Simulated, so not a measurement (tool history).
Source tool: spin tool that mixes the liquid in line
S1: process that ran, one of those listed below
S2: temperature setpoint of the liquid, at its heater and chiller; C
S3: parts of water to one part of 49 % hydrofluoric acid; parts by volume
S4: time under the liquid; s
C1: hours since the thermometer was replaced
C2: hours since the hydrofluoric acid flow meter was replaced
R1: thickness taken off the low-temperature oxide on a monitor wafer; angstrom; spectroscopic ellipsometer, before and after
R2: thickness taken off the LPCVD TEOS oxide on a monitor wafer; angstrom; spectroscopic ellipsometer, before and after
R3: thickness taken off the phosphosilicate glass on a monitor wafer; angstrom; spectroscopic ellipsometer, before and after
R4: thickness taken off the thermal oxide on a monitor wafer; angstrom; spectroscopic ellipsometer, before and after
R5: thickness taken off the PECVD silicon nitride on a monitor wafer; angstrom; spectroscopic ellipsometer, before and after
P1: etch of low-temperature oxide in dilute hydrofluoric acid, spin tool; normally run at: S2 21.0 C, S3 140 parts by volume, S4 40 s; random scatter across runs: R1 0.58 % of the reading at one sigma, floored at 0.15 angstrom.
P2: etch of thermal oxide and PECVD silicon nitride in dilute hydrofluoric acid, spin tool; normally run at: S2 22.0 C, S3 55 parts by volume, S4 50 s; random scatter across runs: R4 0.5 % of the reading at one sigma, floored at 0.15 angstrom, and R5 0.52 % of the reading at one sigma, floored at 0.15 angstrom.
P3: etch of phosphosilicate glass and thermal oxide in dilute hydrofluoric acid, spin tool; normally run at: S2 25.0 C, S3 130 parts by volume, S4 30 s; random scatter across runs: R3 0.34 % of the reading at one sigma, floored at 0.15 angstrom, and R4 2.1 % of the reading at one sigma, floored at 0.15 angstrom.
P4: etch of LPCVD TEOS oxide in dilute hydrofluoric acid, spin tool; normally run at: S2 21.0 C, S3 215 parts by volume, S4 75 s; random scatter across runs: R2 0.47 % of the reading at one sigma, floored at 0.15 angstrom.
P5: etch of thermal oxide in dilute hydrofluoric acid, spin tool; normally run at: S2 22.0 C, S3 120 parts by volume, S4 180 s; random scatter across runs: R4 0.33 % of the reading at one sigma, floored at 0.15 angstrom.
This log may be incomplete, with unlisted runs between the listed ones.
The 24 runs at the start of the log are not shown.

run,hour,S1,S2,S3,S4,C1,C2,R1,R2,R3,R4,R5
25,232.1,P1,21.0,230,40,760.4,760.7,31.110,,,,
26,238.5,P3,25.0,130,15,766.8,767.1,,,226.71,5.4275,
27,250.4,P1,21.0,140,40,778.7,779.0,57.165,,,,
28,260.1,P1,21.0,80,40,788.4,788.7,105.640,,,,
29,265.9,P2,22.0,105,50,794.2,794.5,,,,20.8420,22.746
30,273.4,P5,22.0,200,180,801.7,802.0,,,,34.4600,
31,283.8,P1,21.0,140,40,812.1,812.4,56.000,,,,
32,291.2,P1,21.0,140,40,819.5,819.8,56.713,,,,
33,302.1,P1,21.0,140,40,830.4,830.7,54.654,,,,
34,312.9,P1,21.0,140,40,841.2,841.5,54.123,,,,
35,319.2,P1,21.0,140,40,847.5,847.8,54.020,,,,
36,329.4,P1,21.0,140,40,857.7,858.0,52.785,,,,
37,339.1,P1,21.0,140,40,867.4,867.7,53.264,,,,
38,349.7,P1,21.0,140,40,878.0,878.3,52.890,,,,
39,360.0,P1,21.0,140,40,888.3,888.6,52.400,,,,
40,371.5,P1,21.0,140,40,899.8,900.1,52.434,,,,
41,377.7,P1,21.0,140,40,906.0,906.3,52.256,,,,

For run 42, what comes out?
42,388.3,P1,21.0,140,40,916.6,916.9,?,,,,

R1: 52.318 angstrom
